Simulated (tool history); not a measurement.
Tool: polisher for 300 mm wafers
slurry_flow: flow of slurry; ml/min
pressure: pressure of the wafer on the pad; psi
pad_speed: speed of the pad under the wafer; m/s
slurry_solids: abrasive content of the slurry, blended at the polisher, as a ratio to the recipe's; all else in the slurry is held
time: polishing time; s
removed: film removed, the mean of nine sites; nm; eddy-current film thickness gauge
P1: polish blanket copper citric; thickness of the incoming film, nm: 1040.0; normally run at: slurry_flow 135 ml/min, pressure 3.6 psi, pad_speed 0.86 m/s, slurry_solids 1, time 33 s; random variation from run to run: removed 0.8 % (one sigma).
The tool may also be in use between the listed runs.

run 1 hour=4.5 | slurry_flow=135 pressure=3.6 pad_speed=0.86 slurry_solids=1 time=33 | removed=83.951
run 2 hour=7.3 | slurry_flow=135 pressure=3.6 pad_speed=0.86 slurry_solids=1 time=33 | removed=85.704
run 3 hour=10.7 | slurry_flow=135 pressure=3.6 pad_speed=0.86 slurry_solids=1 time=33 | removed=84.063
run 4 hour=14.8 | slurry_flow=135 pressure=3.6 pad_speed=0.86 slurry_solids=1 time=33 | removed=84.086
run 5 hour=18.3 | slurry_flow=135 pressure=3.6 pad_speed=0.38 slurry_solids=1 time=33 | removed=38.248
run 6 hour=21.4 | slurry_flow=135 pressure=3.6 pad_speed=0.86 slurry_solids=1 time=33 | removed=83.209
run 7 hour=26.5 | slurry_flow=135 pressure=2.5 pad_speed=0.86 slurry_solids=1 time=33 | removed=59.255
run 8 hour=31.5 | slurry_flow=135 pressure=3.6 pad_speed=0.86 slurry_solids=1.45 time=33 | removed=91.293
run 9 hour=37.8 | slurry_flow=135 pressure=3.6 pad_speed=0.86 slurry_solids=1 time=42 | removed=108.18
run 10 hour=43.1 | slurry_flow=135 pressure=3.6 pad_speed=0.86 slurry_solids=1 time=33 | removed=85.865
run 11 hour=49.4 | slurry_flow=135 pressure=3.6 pad_speed=1.26 slurry_solids=0.7 time=33 | removed=112.29
run 12 hour=54.6 | slurry_flow=135 pressure=3.6 pad_speed=1.2 slurry_solids=1 time=33 | removed=115.5
run 13 hour=58.8 | slurry_flow=135 pressure=3.6 pad_speed=0.86 slurry_solids=1 time=15 | removed=38.481
run 14 hour=65 | slurry_flow=135 pressure=5.5 pad_speed=0.86 slurry_solids=1 time=33 | removed=126.27
run 15 hour=71.3 | slurry_flow=80 pressure=3.6 pad_speed=0.86 slurry_solids=1 time=33 | removed=73.17
run 16 hour=74.8 | slurry_flow=135 pressure=3.6 pad_speed=0.86 slurry_solids=0.5 time=33 | removed=72.676

Forecast run 17:
run 17 hour=78.5 | slurry_flow=135 pressure=3.6 pad_speed=0.86 slurry_solids=1 time=33 | removed=?

removed: 84.893 nm
